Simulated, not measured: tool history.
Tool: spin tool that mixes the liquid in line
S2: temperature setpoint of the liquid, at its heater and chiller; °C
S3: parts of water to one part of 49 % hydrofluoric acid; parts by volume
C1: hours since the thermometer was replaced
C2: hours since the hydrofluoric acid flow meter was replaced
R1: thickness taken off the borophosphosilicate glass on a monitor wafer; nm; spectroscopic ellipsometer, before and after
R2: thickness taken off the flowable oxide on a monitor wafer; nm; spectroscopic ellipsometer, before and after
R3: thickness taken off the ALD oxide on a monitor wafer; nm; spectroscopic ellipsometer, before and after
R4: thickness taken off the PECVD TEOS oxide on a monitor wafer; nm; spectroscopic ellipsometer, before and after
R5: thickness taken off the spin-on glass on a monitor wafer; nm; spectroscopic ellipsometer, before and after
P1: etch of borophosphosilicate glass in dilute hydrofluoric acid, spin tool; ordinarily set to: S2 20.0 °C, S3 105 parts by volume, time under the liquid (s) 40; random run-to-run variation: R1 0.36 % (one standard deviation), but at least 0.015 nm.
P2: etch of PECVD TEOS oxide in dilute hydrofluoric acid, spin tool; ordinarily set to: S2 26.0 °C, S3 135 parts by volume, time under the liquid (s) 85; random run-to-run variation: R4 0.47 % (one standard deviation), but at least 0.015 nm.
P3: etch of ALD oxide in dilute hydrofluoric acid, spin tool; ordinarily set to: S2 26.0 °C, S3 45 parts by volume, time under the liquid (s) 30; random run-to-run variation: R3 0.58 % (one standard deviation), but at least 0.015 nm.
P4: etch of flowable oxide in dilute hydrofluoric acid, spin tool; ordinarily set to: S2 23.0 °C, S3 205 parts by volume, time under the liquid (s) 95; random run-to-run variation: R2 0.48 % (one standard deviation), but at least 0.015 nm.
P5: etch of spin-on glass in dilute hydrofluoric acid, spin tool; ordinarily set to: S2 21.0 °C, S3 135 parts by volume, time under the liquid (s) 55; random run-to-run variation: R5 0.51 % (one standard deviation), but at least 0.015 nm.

run 1 day=0.175 | process_that_ran=P1 S2=20.0 S3=105 time_under_the_liquid_(s)=40 | C1=476.3 C2=1557.4 | R1=16.0270
run 2 day=0.471 | process_that_ran=P1 S2=25.0 S3=185 time_under_the_liquid_(s)=40 | C1=483.4 C2=1564.5 | R1=10.1480
run 3 day=0.733 | process_that_ran=P4 S2=23.0 S3=205 time_under_the_liquid_(s)=95 | C1=489.7 C2=1570.8 | R2=12.0890
run 4 day=0.883 | process_that_ran=P3 S2=26.0 S3=45 time_under_the_liquid_(s)=30 | C1=493.3 C2=1574.4 | R3=7.5789
-- day=0.971 thermometer replaced
run 5 day=1.117 | process_that_ran=P3 S2=26.0 S3=65 time_under_the_liquid_(s)=30 | C1=3.6 C2=1580.0 | R3=5.0543
run 6 day=1.408 | process_that_ran=P1 S2=17.0 S3=105 time_under_the_liquid_(s)=15 | C1=10.6 C2=1587.0 | R1=5.3159
run 7 day=1.592 | process_that_ran=P4 S2=23.0 S3=370 time_under_the_liquid_(s)=95 | C1=15.0 C2=1591.4 | R2=5.7226
run 8 day=1.842 | process_that_ran=P1 S2=26.0 S3=105 time_under_the_liquid_(s)=40 | C1=21.0 C2=1597.4 | R1=20.5470
run 9 day=2.117 | process_that_ran=P1 S2=20.0 S3=145 time_under_the_liquid_(s)=40 | C1=27.6 C2=1604.0 | R1=11.1010
run 10 day=2.392 | process_that_ran=P1 S2=20.0 S3=105 time_under_the_liquid_(s)=40 | C1=34.2 C2=1610.6 | R1=16.0560
run 11 day=2.679 | process_that_ran=P1 S2=20.0 S3=105 time_under_the_liquid_(s)=40 | C1=41.1 C2=1617.5 | R1=16.0590
run 12 day=2.967 | process_that_ran=P4 S2=23.0 S3=205 time_under_the_liquid_(s)=95 | C1=48.0 C2=1624.4 | R2=12.1120
run 13 day=3.117 | process_that_ran=P1 S2=20.0 S3=45 time_under_the_liquid_(s)=40 | C1=51.6 C2=1628.0 | R1=40.3220
run 14 day=3.408 | process_that_ran=P1 S2=20.0 S3=105 time_under_the_liquid_(s)=40 | C1=58.6 C2=1635.0 | R1=16.0900
run 15 day=3.667 | process_that_ran=P2 S2=19.5 S3=135 time_under_the_liquid_(s)=85 | C1=64.8 C2=1641.2 | R4=14.459
run 16 day=3.971 | process_that_ran=P2 S2=26.0 S3=135 time_under_the_liquid_(s)=85 | C1=72.1 C2=1648.5 | R4=18.583
run 17 day=4.200 | process_that_ran=P5 S2=21.0 S3=45 time_under_the_liquid_(s)=55 | C1=77.6 C2=1654.0 | R5=23.566
run 18 day=4.483 | process_that_ran=P1 S2=20.0 S3=105 time_under_the_liquid_(s)=15 | C1=84.4 C2=1660.8 | R1=6.0308
run 19 day=4.642 | process_that_ran=P2 S2=26.0 S3=20 time_under_the_liquid_(s)=85 | C1=88.2 C2=1664.6 | R4=147.060
run 20 day=4.962 | process_that_ran=P2 S2=26.0 S3=135 time_under_the_liquid_(s)=170 | C1=95.9 C2=1672.3 | R4=36.977
run 21 day=5.167 | process_that_ran=P1 S2=17.0 S3=105 time_under_the_liquid_(s)=40 | C1=100.8 C2=1677.2 | R1=14.1610
run 22 day=5.442 | process_that_ran=P3 S2=26.0 S3=45 time_under_the_liquid_(s)=55 | C1=107.4 C2=1683.8 | R3=13.7330
run 23 day=5.642 | process_that_ran=P3 S2=33.0 S3=45 time_under_the_liquid_(s)=30 | C1=112.2 C2=1688.6 | R3=10.0680
run 24 day=5.858 | process_that_ran=P5 S2=21.0 S3=135 time_under_the_liquid_(s)=15 | C1=117.4 C2=1693.8 | R5=1.930
run 25 day=6.079 | process_that_ran=P4 S2=23.0 S3=205 time_under_the_liquid_(s)=25 | C1=122.7 C2=1699.1 | R2=3.1778
run 26 day=6.300 | process_that_ran=P4 S2=27.0 S3=205 time_under_the_liquid_(s)=95 | C1=128.0 C2=1704.4 | R2=14.0700
run 27 day=6.538 | process_that_ran=P1 S2=20.0 S3=105 time_under_the_liquid_(s)=40 | C1=133.7 C2=1710.1 | R1=16.1480

Predict the results of run 28:
run 28 day=6.712 | process_that_ran=P1 S2=20.0 S3=105 time_under_the_liquid_(s)=60 | C1=137.9 C2=1714.3 | R1=?

{"run 28": {"R1": 24.159}}
